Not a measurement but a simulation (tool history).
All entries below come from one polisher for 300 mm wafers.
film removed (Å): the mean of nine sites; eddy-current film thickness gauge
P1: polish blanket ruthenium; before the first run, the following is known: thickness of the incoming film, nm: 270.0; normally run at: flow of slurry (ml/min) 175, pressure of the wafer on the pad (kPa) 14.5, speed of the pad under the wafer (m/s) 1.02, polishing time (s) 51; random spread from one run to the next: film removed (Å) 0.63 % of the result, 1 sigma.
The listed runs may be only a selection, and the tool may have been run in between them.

run,hour,flow of slurry (ml/min),pressure of the wafer on the pad (kPa),speed of the pad under the wafer (m/s),polishing time (s),film removed (Å)
1,6.2,175,14.5,1.02,51,593.91
2,17.8,175,7.6,1.02,51,311.88
3,24.6,175,14.5,1.02,23,270.11
# hour 25.3: slurry nozzle cleaned
4,30.0,270,14.5,1.02,51,634.47
5,39.7,175,14.5,1.02,51,603.14
6,49.6,175,14.5,1.56,51,920.76
7,58.7,175,14.5,1.02,51,598.37
8,66.4,175,14.5,1.02,76,885.57
9,77.7,105,14.5,1.02,51,544.23
10,85.2,175,19.3,1.02,51,790.93
11,96.7,175,14.5,1.02,51,601.35
12,103.3,175,14.5,0.62,51,362.39
13,112.4,175,14.5,1.02,51,595.05
14,121.7,235,14.5,1.02,79,958.78
15,131.2,175,14.5,1.02,51,593.05
16,139.6,175,14.5,1.02,51,584.90
17,150.4,175,14.5,1.02,51,570.06
18,157.5,175,14.5,1.02,51,566.03
19,165.2,175,14.5,1.02,51,558.52
20,177.6,175,14.5,1.02,51,551.18
21,190.2,175,14.5,1.02,51,554.16
# hour 198.9: worn pad replaced by a new one
22,201.8,175,14.5,1.02,51,552.40
23,211.2,175,14.5,1.02,51,554.57
24,223.2,175,14.5,1.02,51,543.53

Compared with where it was, what P1 gives has crept away. Each cause listed below fits the log as well as the rest, at the size given for it:
A: slurry flow missing at the pad, % = 38.5
B: head's pressure below its setpoint, % = 8.72
Onset of the creep was near hour 131.2.
All other causes, with the reason each is excluded:
removal rate lost through wear of the pad, %: serviced at hour 198.9, after the drift had started, without restoring the earlier output

You are offered 4 check runs, listed below with question marks in place of their results; each one averages 3 wafers. Which run separates the listed causes by giving clearly different results for each?
check 1,235.2,260,11.7,1.02,51,?
check 2,235.2,175,18.6,1.28,51,?
check 3,235.2,175,10.3,1.02,75,?
check 4,235.2,175,14.5,1.46,27,?

Predicted outcomes, by check and by cause:
check,result,if A,if B
check 1,film removed (Å),477.10,463.91
check 2,film removed (Å),880.21,880.23
check 3,film removed (Å),573.05,573.07
check 4,film removed (Å),413.41,413.42
How far apart the two closest causes lie, in the result that separates them most: check 1 2.8 %; check 2 0 %; check 3 0 %; check 4 0 %
Only check 1 tells the causes apart: in the others they would give nearly the same result.

After running check 1, the following was obtained: film removed (Å) 477.36. Which cause does this point to?

Of the candidate causes, it is A: slurry flow missing at the pad, %.
